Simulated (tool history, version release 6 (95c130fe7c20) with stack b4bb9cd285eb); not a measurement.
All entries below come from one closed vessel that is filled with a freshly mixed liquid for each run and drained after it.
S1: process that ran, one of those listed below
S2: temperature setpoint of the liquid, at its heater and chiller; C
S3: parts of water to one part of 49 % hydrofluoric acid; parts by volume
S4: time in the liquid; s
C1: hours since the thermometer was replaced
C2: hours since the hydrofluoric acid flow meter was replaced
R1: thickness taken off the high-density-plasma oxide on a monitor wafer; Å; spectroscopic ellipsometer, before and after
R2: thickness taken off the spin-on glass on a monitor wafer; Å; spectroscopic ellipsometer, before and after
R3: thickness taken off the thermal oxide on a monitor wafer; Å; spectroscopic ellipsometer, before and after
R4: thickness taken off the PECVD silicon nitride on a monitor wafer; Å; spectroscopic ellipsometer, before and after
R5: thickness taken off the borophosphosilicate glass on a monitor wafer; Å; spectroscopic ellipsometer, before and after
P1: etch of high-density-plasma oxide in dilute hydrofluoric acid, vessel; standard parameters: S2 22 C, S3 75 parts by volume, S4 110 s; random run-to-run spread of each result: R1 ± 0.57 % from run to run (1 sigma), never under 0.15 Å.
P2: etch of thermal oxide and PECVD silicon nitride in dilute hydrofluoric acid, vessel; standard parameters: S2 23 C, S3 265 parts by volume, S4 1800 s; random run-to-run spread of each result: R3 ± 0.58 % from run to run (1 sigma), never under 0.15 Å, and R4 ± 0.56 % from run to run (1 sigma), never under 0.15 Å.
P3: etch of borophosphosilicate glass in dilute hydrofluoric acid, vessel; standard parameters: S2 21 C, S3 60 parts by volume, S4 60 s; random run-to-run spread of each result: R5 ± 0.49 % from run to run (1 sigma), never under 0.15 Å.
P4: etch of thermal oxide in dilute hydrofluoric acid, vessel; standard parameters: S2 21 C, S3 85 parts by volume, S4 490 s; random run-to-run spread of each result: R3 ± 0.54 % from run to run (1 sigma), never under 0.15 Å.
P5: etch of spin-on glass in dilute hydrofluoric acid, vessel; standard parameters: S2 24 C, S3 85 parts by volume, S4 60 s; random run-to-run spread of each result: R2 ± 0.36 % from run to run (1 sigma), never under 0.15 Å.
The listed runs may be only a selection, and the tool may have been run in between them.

run 1 hour=6.2 | S1=P1 S2=22 S3=75 S4=110 | C1=219.9 C2=479 | R1=81.419
run 2 hour=14.6 | S1=P5 S2=24 S3=35 S4=60 | C1=228.3 C2=487.4 | R2=1242.4
run 3 hour=27.7 | S1=P2 S2=19 S3=265 S4=1800 | C1=241.4 C2=500.5 | R3=228.12 R4=85.825
run 4 hour=38.3 | S1=P1 S2=22 S3=75 S4=110 | C1=252 C2=511.1 | R1=82.049
run 5 hour=47.5 | S1=P1 S2=22 S3=75 S4=190 | C1=261.2 C2=520.3 | R1=140.44
run 6 hour=54.7 | S1=P4 S2=21 S3=135 S4=490 | C1=268.4 C2=527.5 | R3=149.53
run 7 hour=68.5 | S1=P3 S2=21 S3=60 S4=60 | C1=282.2 C2=541.3 | R5=447.76
run 8 hour=79.7 | S1=P2 S2=23 S3=265 S4=1800 | C1=293.4 C2=552.5 | R3=267.37 R4=110.88
run 9 hour=92.1 | S1=P4 S2=21 S3=85 S4=490 | C1=305.8 C2=564.9 | R3=251
run 10 hour=99.6 | S1=P1 S2=22 S3=75 S4=110 | C1=313.3 C2=572.4 | R1=82.001
run 11 hour=110.2 | S1=P4 S2=25 S3=85 S4=490 | C1=323.9 C2=583 | R3=299.15
run 12 hour=124.4 | S1=P3 S2=21 S3=60 S4=30 | C1=338.1 C2=597.2 | R5=222.98
run 13 hour=131.4 | S1=P3 S2=21 S3=25 S4=60 | C1=345.1 C2=604.2 | R5=1116.8
run 14 hour=137.9 | S1=P2 S2=23 S3=265 S4=3390 | C1=351.6 C2=610.7 | R3=498.8 R4=208.22
run 15 hour=144.1 | S1=P3 S2=21 S3=60 S4=60 | C1=357.8 C2=616.9 | R5=449.79
run 16 hour=150.6 | S1=P1 S2=17 S3=75 S4=110 | C1=364.3 C2=623.4 | R1=67.255
run 17 hour=160.4 | S1=P5 S2=24 S3=85 S4=60 | C1=374.1 C2=633.2 | R2=482.91
run 18 hour=171 | S1=P3 S2=26 S3=60 S4=60 | C1=384.7 C2=643.8 | R5=546.56
run 19 hour=178.8 | S1=P4 S2=21 S3=85 S4=730 | C1=392.5 C2=651.6 | R3=371.82
run 20 hour=191.4 | S1=P1 S2=22 S3=135 S4=110 | C1=405.1 C2=664.2 | R1=42.518
run 21 hour=203.3 | S1=P5 S2=24 S3=85 S4=60 | C1=417 C2=676.1 | R2=477.56
run 22 hour=214.4 | S1=P2 S2=23 S3=80 S4=1800 | C1=428.1 C2=687.2 | R3=1074.2 R4=358.97
run 23 hour=223 | S1=P1 S2=22 S3=75 S4=110 | C1=436.7 C2=695.8 | R1=81.881
run 24 hour=232 | S1=P5 S2=20 S3=85 S4=60 | C1=445.7 C2=704.8 | R2=408.21
run 25 hour=240.7 | S1=P1 S2=29.5 S3=75 S4=110 | C1=454.4 C2=713.5 | R1=110.2
run 26 hour=252.8 | S1=P1 S2=22 S3=75 S4=110 | C1=466.5 C2=725.6 | R1=81.057
run 27 hour=262.2 | S1=P1 S2=22 S3=75 S4=110 | C1=475.9 C2=735 | R1=81.477
-- hour=263.1 thermometer replaced
run 28 hour=273.1 | S1=P1 S2=22 S3=75 S4=60 | C1=10 C2=745.9 | R1=44.521
run 29 hour=283.7 | S1=P5 S2=24 S3=85 S4=30 | C1=20.6 C2=756.5 | R2=240.15
run 30 hour=295.5 | S1=P1 S2=27.5 S3=75 S4=155 | C1=32.4 C2=768.3 | R1=144.73
run 31 hour=307.4 | S1=P1 S2=22 S3=45 S4=110 | C1=44.3 C2=780.2 | R1=140.21
run 32 hour=315.9 | S1=P1 S2=22 S3=75 S4=110 | C1=52.8 C2=788.7 | R1=80.974
run 33 hour=325.7 | S1=P1 S2=22 S3=75 S4=110 | C1=62.6 C2=798.5 | R1=79.334
run 34 hour=340 | S1=P1 S2=22 S3=75 S4=110 | C1=76.9 C2=812.8 | R1=77.767
run 35 hour=350.8 | S1=P1 S2=22 S3=75 S4=110 | C1=87.7 C2=823.6 | R1=77.327
run 36 hour=360.3 | S1=P1 S2=22 S3=75 S4=110 | C1=97.2 C2=833.1 | R1=76.325
run 37 hour=373.7 | S1=P1 S2=22 S3=75 S4=110 | C1=110.6 C2=846.5 | R1=76.046
run 38 hour=387.3 | S1=P1 S2=22 S3=75 S4=110 | C1=124.2 C2=860.1 | R1=76.515
run 39 hour=395 | S1=P1 S2=22 S3=75 S4=110 | C1=131.9 C2=867.8 | R1=75.492
run 40 hour=405.3 | S1=P1 S2=22 S3=75 S4=110 | C1=142.2 C2=878.1 | R1=76.327
run 41 hour=412.7 | S1=P1 S2=22 S3=75 S4=110 | C1=149.6 C2=885.5 | R1=76.058

What P1 gives has crept off from where it sat before. The 2 causes that follow fit the log equally well, each at the size noted:
A: liquid colder than its thermometer reads (K) = 1.9
B: hydrofluoric acid flow below the setpoint (%) = 6.92
At approximately hour 315.9, the process output began to creep.

Below are 4 check runs, each on a single wafer, with their results shown as question marks. Which of them would tell the listed causes apart, meaning the causes would give clearly different results under it?
run check 1 hour=420.1 | S1=P2 S2=23 S3=265 S4=1800 | R3=? R4=?
run check 2 hour=420.1 | S1=P4 S2=21 S3=85 S4=490 | R3=?
run check 3 hour=420.1 | S1=P5 S2=24 S3=85 S4=60 | R2=?
run check 4 hour=420.1 | S1=P3 S2=21 S3=60 S4=60 | R5=?

Predicted outcomes, by check and by cause:
check=check_1 result=R3 if_A=247.9 if_B=242.53
check=check_1 result=R4 if_A=98.416 if_B=103.36
check=check_2 result=R3 if_A=232.23 if_B=232.16
check=check_3 result=R2 if_A=443.69 if_B=442.42
check=check_4 result=R5 if_A=413.94 if_B=415.19
Distance between the nearest two causes, measured in the result of the check that separates them most: check 1 4.9 %; check 2 0.03 %; check 3 0.29 %; check 4 0.3 %
Only check 1 tells the causes apart: in the others they would give nearly the same result.

Then check 1 was run and gave: R3 241.85 Å; R4 102.88 Å. Which cause is it?

The cause is B: hydrofluoric acid flow below the setpoint (%).

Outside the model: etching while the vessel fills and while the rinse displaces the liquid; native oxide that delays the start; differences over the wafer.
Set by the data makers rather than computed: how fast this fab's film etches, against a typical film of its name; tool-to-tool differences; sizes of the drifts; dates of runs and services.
